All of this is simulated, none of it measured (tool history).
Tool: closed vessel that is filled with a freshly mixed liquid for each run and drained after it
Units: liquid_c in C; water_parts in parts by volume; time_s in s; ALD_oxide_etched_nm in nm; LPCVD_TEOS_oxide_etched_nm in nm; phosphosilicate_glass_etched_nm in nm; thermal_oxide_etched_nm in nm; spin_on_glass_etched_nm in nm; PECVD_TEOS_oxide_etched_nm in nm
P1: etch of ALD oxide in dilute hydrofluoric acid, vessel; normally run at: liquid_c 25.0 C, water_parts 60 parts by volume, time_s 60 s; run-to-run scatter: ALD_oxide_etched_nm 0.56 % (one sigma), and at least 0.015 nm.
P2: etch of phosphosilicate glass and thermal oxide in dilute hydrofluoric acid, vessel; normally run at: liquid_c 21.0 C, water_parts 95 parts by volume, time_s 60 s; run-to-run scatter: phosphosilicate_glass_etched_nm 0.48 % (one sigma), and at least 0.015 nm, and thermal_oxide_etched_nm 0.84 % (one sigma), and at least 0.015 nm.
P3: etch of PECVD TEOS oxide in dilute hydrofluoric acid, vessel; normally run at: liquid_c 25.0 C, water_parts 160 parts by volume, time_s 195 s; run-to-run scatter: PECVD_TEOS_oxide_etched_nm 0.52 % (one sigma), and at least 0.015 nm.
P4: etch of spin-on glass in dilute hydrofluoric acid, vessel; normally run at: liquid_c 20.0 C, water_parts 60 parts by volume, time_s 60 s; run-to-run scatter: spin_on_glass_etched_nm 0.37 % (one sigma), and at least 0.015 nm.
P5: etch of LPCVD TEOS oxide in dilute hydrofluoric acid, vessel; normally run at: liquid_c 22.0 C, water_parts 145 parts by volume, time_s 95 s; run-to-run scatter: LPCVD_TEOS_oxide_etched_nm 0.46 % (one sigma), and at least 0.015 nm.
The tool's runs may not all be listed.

| run | day | process | liquid_c | water_parts | time_s | ALD_oxide_etched_nm | LPCVD_TEOS_oxide_etched_nm | phosphosilicate_glass_etched_nm | thermal_oxide_etched_nm | spin_on_glass_etched_nm | PECVD_TEOS_oxide_etched_nm |
|---|---|---|---|---|---|---|---|---|---|---|---|
| 1 | 0.538 | P1 | 25.0 | 60 | 60 | 18.3780 |  |  |  |  |  |
| 2 | 0.946 | P5 | 22.0 | 220 | 95 |  | 19.510 |  |  |  |  |
| 3 | 1.454 | P5 | 22.0 | 145 | 95 |  | 32.180 |  |  |  |  |
| 4 | 2.096 | P1 | 25.0 | 60 | 60 | 18.5740 |  |  |  |  |  |
| 5 | 2.808 | P2 | 21.0 | 95 | 105 |  |  | 139.060 | 4.6824 |  |  |
| 6 | 3.404 | P4 | 20.0 | 60 | 30 |  |  |  |  | 22.113 |  |
| 7 | 3.900 | P1 | 25.0 | 30 | 60 | 38.3010 |  |  |  |  |  |
| 8 | 4.292 | P1 | 25.0 | 105 | 60 | 9.8807 |  |  |  |  |  |
| 9 | 4.738 | P1 | 32.0 | 60 | 60 | 24.2820 |  |  |  |  |  |
| 10 | 5.504 | P1 | 25.0 | 60 | 60 | 18.5550 |  |  |  |  |  |
| 11 | 6.221 | P5 | 17.0 | 145 | 95 |  | 26.069 |  |  |  |  |
| 12 | 6.846 | P4 | 24.0 | 60 | 60 |  |  |  |  | 52.431 |  |
| 13 | 7.329 | P3 | 25.0 | 250 | 195 |  |  |  |  |  | 8.8219 |
| 14 | 7.862 | P4 | 20.0 | 60 | 60 |  |  |  |  | 44.215 |  |
| 15 | 8.300 | P1 | 31.0 | 25 | 60 | 58.8380 |  |  |  |  |  |
| 16 | 8.900 | P1 | 25.0 | 60 | 100 | 30.9270 |  |  |  |  |  |
| 17 | 9.404 | P2 | 21.0 | 95 | 60 |  |  | 79.294 | 2.6431 |  |  |
| 18 | 9.812 | P1 | 31.0 | 40 | 60 | 36.1430 |  |  |  |  |  |
| 19 | 10.525 | P2 | 21.0 | 95 | 60 |  |  | 79.149 | 2.6473 |  |  |
| 20 | 11.225 | P3 | 25.0 | 160 | 195 |  |  |  |  |  | 15.1040 |
| 21 | 11.588 | P1 | 25.0 | 60 | 60 | 18.3750 |  |  |  |  |  |
| 22 | 12.221 | P1 | 18.0 | 60 | 60 | 13.7440 |  |  |  |  |  |
| 23 | 12.842 | P3 | 33.0 | 160 | 195 |  |  |  |  |  | 20.0740 |
| 24 | 13.479 | P4 | 20.0 | 110 | 60 |  |  |  |  | 22.804 |  |
| 25 | 13.879 | P1 | 25.0 | 60 | 30 | 9.1388 |  |  |  |  |  |
| 26 | 14.292 | P1 | 25.0 | 60 | 60 | 18.6430 |  |  |  |  |  |
| 27 | 15.038 | P1 | 28.5 | 100 | 60 | 11.9050 |  |  |  |  |  |
| 28 | 15.708 | P3 | 25.0 | 160 | 95 |  |  |  |  |  | 7.4182 |
| 29 | 16.196 | P5 | 22.0 | 145 | 160 |  | 53.487 |  |  |  |  |
| 30 | 16.917 | P5 | 22.0 | 145 | 95 |  | 31.822 |  |  |  |  |
| 31 | 17.704 | P2 | 21.0 | 40 | 60 |  |  | 198.710 | 6.6375 |  |  |
| 32 | 18.154 | P3 | 25.0 | 160 | 195 |  |  |  |  |  | 15.1410 |
| 33 | 18.929 | P2 | 29.0 | 95 | 60 |  |  | 108.350 | 3.6306 |  |  |
| 34 | 19.475 | P1 | 25.0 | 60 | 60 | 18.5060 |  |  |  |  |  |
| 35 | 20.208 | P1 | 25.0 | 60 | 60 | 19.2230 |  |  |  |  |  |
| 36 | 20.729 | P1 | 25.0 | 60 | 60 | 19.8960 |  |  |  |  |  |
| 37 | 21.117 | P1 | 25.0 | 60 | 60 | 20.0090 |  |  |  |  |  |
| 38 | 21.900 | P1 | 25.0 | 60 | 60 | 20.1310 |  |  |  |  |  |
| 39 | 22.567 | P1 | 25.0 | 60 | 60 | 20.0970 |  |  |  |  |  |
| 40 | 22.946 | P1 | 25.0 | 60 | 60 | 20.1370 |  |  |  |  |  |

What P1 gives has crept away from where it was. These 2 causes fit the log equally well, each at the size given:
A: liquid hotter than its thermometer reads (K) = 2.41
B: hydrofluoric acid flow above the setpoint (%) = 9.34
The creep began at about day 19.475.

4 check runs are offered, one wafer each, their results left as question marks. Which one tells the causes apart?
| check 1 | 23.325 | P5 | 17.0 | 145 | 150 |  | ? |  |  |  |  |
| check 2 | 23.325 | P3 | 32.5 | 250 | 195 |  |  |  |  |  | ? |
| check 3 | 23.325 | P4 | 20.0 | 60 | 30 |  |  |  |  | ? |  |
| check 4 | 23.325 | P2 | 21.0 | 40 | 60 |  |  | ? | ? |  |  |

What each check would give under each cause:
| check | result | if A | if B |
|---|---|---|---|
| check 1 | LPCVD_TEOS_oxide_etched_nm | 45.559 | 45.723 |
| check 2 | PECVD_TEOS_oxide_etched_nm | 12.2270 | 12.7120 |
| check 3 | spin_on_glass_etched_nm | 24.443 | 24.317 |
| check 4 | phosphosilicate_glass_etched_nm | 221.510 | 219.800 |
| check 4 | thermal_oxide_etched_nm | 7.4025 | 7.3454 |
How far apart the two closest causes lie, in the result that separates them most: check 1 0.36 %; check 2 3.89 %; check 3 0.52 %; check 4 0.77 %
Only check 2 tells the causes apart: in the others they would give nearly the same result.

Then check 2 was run and gave: PECVD_TEOS_oxide_etched_nm 12.6740 nm. Which cause is it?

It is B: hydrofluoric acid flow above the setpoint (%).
